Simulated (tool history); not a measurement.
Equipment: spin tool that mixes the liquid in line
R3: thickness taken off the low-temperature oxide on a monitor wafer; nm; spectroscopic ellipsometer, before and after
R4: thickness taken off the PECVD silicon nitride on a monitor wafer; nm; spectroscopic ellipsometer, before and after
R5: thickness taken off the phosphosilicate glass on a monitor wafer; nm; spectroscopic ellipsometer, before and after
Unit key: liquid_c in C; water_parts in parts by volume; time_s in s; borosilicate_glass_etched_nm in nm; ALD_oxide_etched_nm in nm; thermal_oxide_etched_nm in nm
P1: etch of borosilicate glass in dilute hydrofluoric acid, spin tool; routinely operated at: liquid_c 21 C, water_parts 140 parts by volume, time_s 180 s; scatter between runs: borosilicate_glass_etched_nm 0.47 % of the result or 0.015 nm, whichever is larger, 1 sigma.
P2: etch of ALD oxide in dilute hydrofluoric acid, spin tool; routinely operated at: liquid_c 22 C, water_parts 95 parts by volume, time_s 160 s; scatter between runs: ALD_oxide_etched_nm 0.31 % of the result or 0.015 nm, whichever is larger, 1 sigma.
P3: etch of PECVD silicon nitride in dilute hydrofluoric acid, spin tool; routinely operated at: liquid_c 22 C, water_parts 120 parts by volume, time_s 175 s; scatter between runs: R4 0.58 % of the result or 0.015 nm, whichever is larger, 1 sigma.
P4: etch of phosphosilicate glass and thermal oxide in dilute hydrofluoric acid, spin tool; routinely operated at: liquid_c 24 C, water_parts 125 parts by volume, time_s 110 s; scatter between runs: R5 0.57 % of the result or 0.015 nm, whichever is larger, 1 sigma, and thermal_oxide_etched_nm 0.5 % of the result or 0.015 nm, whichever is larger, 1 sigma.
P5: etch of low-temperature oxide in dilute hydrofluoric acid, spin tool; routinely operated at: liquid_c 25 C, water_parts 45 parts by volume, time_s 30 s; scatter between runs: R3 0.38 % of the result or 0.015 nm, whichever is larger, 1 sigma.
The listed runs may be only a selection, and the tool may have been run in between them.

Run 1, day 0.546: process P1, liquid_c 21 C, water_parts 140 parts by volume, time_s 180 s. Result: borosilicate_glass_etched_nm 17.903 nm.
Run 2, day 0.988: process P2, liquid_c 22 C, water_parts 95 parts by volume, time_s 160 s. Result: ALD_oxide_etched_nm 15.537 nm.
Run 3, day 1.258: process P5, liquid_c 25 C, water_parts 45 parts by volume, time_s 30 s. Result: R3 25.724 nm.
Run 4, day 1.7: process P1, liquid_c 28 C, water_parts 140 parts by volume, time_s 180 s. Result: borosilicate_glass_etched_nm 23.626 nm.
Run 5, day 2.196: process P1, liquid_c 21 C, water_parts 140 parts by volume, time_s 180 s. Result: borosilicate_glass_etched_nm 17.786 nm.
Run 6, day 2.471: process P1, liquid_c 28 C, water_parts 195 parts by volume, time_s 180 s. Result: borosilicate_glass_etched_nm 15.7 nm.
Run 7, day 3.029: process P1, liquid_c 21 C, water_parts 140 parts by volume, time_s 180 s. Result: borosilicate_glass_etched_nm 17.712 nm.
Run 8, day 3.296: process P3, liquid_c 30 C, water_parts 120 parts by volume, time_s 175 s. Result: R4 8.5952 nm.
Run 9, day 3.775: process P2, liquid_c 17 C, water_parts 95 parts by volume, time_s 160 s. Result: ALD_oxide_etched_nm 12.752 nm.
Run 10, day 4.092: process P5, liquid_c 32.5 C, water_parts 45 parts by volume, time_s 30 s. Result: R3 34.699 nm.
Run 11, day 4.462: process P1, liquid_c 21 C, water_parts 140 parts by volume, time_s 180 s. Result: borosilicate_glass_etched_nm 17.83 nm.
Run 12, day 4.746: process P4, liquid_c 24 C, water_parts 125 parts by volume, time_s 110 s. Result: R5 53.639 nm, thermal_oxide_etched_nm 4.1213 nm.
Run 13, day 5.283: process P2, liquid_c 22 C, water_parts 145 parts by volume, time_s 160 s. Result: ALD_oxide_etched_nm 9.5692 nm.
Run 14, day 5.646: process P5, liquid_c 25 C, water_parts 45 parts by volume, time_s 15 s. Result: R3 12.842 nm.
Run 15, day 6.062: process P5, liquid_c 25 C, water_parts 25 parts by volume, time_s 30 s. Result: R3 47.61 nm.
Run 16, day 6.504: process P1, liquid_c 21 C, water_parts 55 parts by volume, time_s 180 s. Result: borosilicate_glass_etched_nm 50.084 nm.
Run 17, day 6.8: process P4, liquid_c 24 C, water_parts 190 parts by volume, time_s 110 s. Result: R5 32.793 nm, thermal_oxide_etched_nm 2.5209 nm.
Run 18, day 7.325: process P1, liquid_c 17 C, water_parts 140 parts by volume, time_s 180 s. Result: borosilicate_glass_etched_nm 15.327 nm.
Run 19, day 7.783: process P3, liquid_c 22 C, water_parts 120 parts by volume, time_s 175 s. Result: R4 5.1211 nm.
Run 20, day 8.233: process P3, liquid_c 22 C, water_parts 120 parts by volume, time_s 30 s. Result: R4 0.86824 nm.
Run 21, day 8.658: process P1, liquid_c 21 C, water_parts 140 parts by volume, time_s 325 s. Result: borosilicate_glass_etched_nm 32.001 nm.
Run 22, day 8.942: process P1, liquid_c 21 C, water_parts 55 parts by volume, time_s 325 s. Result: borosilicate_glass_etched_nm 91.083 nm.
Run 23, day 9.367: process P1, liquid_c 21 C, water_parts 140 parts by volume, time_s 25 s. Result: borosilicate_glass_etched_nm 2.4745 nm.
Run 24, day 9.721: process P2, liquid_c 22 C, water_parts 95 parts by volume, time_s 15 s. Result: ALD_oxide_etched_nm 1.4677 nm.
Run 25, day 10.242: process P4, liquid_c 24 C, water_parts 125 parts by volume, time_s 110 s. Result: R5 53.481 nm, thermal_oxide_etched_nm 4.1585 nm.
Run 26, day 10.679: process P4, liquid_c 18.5 C, water_parts 125 parts by volume, time_s 110 s. Result: R5 43.097 nm, thermal_oxide_etched_nm 3.2796 nm.
Run 27, day 11.054: process P1, liquid_c 21 C, water_parts 140 parts by volume, time_s 180 s. Result: borosilicate_glass_etched_nm 17.833 nm.
Run 28, day 11.562: process P1, liquid_c 21 C, water_parts 240 parts by volume, time_s 180 s. Result: borosilicate_glass_etched_nm 9.3878 nm.
Run 29, day 11.904: process P4, liquid_c 24 C, water_parts 125 parts by volume, time_s 160 s. Result: R5 79.417 nm, thermal_oxide_etched_nm 5.9688 nm.
Run 30, day 12.15: process P5, liquid_c 25 C, water_parts 45 parts by volume, time_s 30 s. Result: R3 25.651 nm.
Run 31, day 12.458: process P3, liquid_c 22 C, water_parts 70 parts by volume, time_s 175 s. Result: R4 8.7183 nm.
Run 32, day 12.892: process P1, liquid_c 21 C, water_parts 140 parts by volume, time_s 180 s. Result: borosilicate_glass_etched_nm 17.971 nm.
Run 33, day 13.288: process P1, liquid_c 21 C, water_parts 140 parts by volume, time_s 180 s. Result: borosilicate_glass_etched_nm 17.458 nm.
Run 34, day 13.596: process P1, liquid_c 21 C, water_parts 140 parts by volume, time_s 180 s. Result: borosilicate_glass_etched_nm 17.136 nm.
Run 35, day 13.933: process P1, liquid_c 21 C, water_parts 140 parts by volume, time_s 180 s. Result: borosilicate_glass_etched_nm 16.716 nm.
Run 36, day 14.45: process P1, liquid_c 21 C, water_parts 140 parts by volume, time_s 180 s. Result: borosilicate_glass_etched_nm 16.826 nm.
Run 37, day 14.717: process P1, liquid_c 21 C, water_parts 140 parts by volume, time_s 180 s. Result: borosilicate_glass_etched_nm 16.6 nm.
Run 38, day 15.088: process P1, liquid_c 21 C, water_parts 140 parts by volume, time_s 180 s. Result: borosilicate_glass_etched_nm 16.636 nm.
Run 39, day 15.496: process P1, liquid_c 21 C, water_parts 140 parts by volume, time_s 180 s. Result: borosilicate_glass_etched_nm 16.555 nm.
Run 40, day 15.912: process P1, liquid_c 21 C, water_parts 140 parts by volume, time_s 180 s. Result: borosilicate_glass_etched_nm 16.53 nm.
Run 41, day 16.225: process P1, liquid_c 21 C, water_parts 140 parts by volume, time_s 180 s. Result: borosilicate_glass_etched_nm 16.558 nm.
Run 42, day 16.492: process P1, liquid_c 21 C, water_parts 140 parts by volume, time_s 180 s. Result: borosilicate_glass_etched_nm 16.521 nm.

Compared with where it was, what P1 gives has crept away. Each cause listed below fits the log as well as the rest, at the size given for it:
A: liquid colder than its thermometer reads (K) = 2.03
B: hydrofluoric acid flow below the setpoint (%) = 6.79
The creep began at about day 12.892.

The check runs listed below each take one wafer, and their results are still question marks. Under which run would the listed causes lead to clearly different results?
Run check 1, day 16.758: process P4, liquid_c 24 C, water_parts 125 parts by volume, time_s 110 s. Result: R5 ?, thermal_oxide_etched_nm ?.
Run check 2, day 16.758: process P5, liquid_c 25 C, water_parts 45 parts by volume, time_s 30 s. Result: R3 ?.
Run check 3, day 16.758: process P2, liquid_c 22 C, water_parts 95 parts by volume, time_s 160 s. Result: ALD_oxide_etched_nm ?.
Run check 4, day 16.758: process P3, liquid_c 22 C, water_parts 120 parts by volume, time_s 175 s. Result: R4 ?.

Predicted outcomes, by check and by cause:
  check                   result    if A    if B
check 1                       R5  49.637  49.573
check 1  thermal_oxide_etched_nm  3.8096  3.8046
check 2                       R3  23.534  23.748
check 3      ALD_oxide_etched_nm  14.366   14.43
check 4                       R4  4.4851  4.7958
How far apart the two closest causes lie, in the result that separates them most: check 1 0.13 %; check 2 0.91 %; check 3 0.45 %; check 4 6.7 %
Check 4 tells the causes apart: in the others they would give nearly the same result.

Running check 4 produced the following: R4 4.5073 nm. Which one of the listed causes fits?

It is A: liquid colder than its thermometer reads (K).
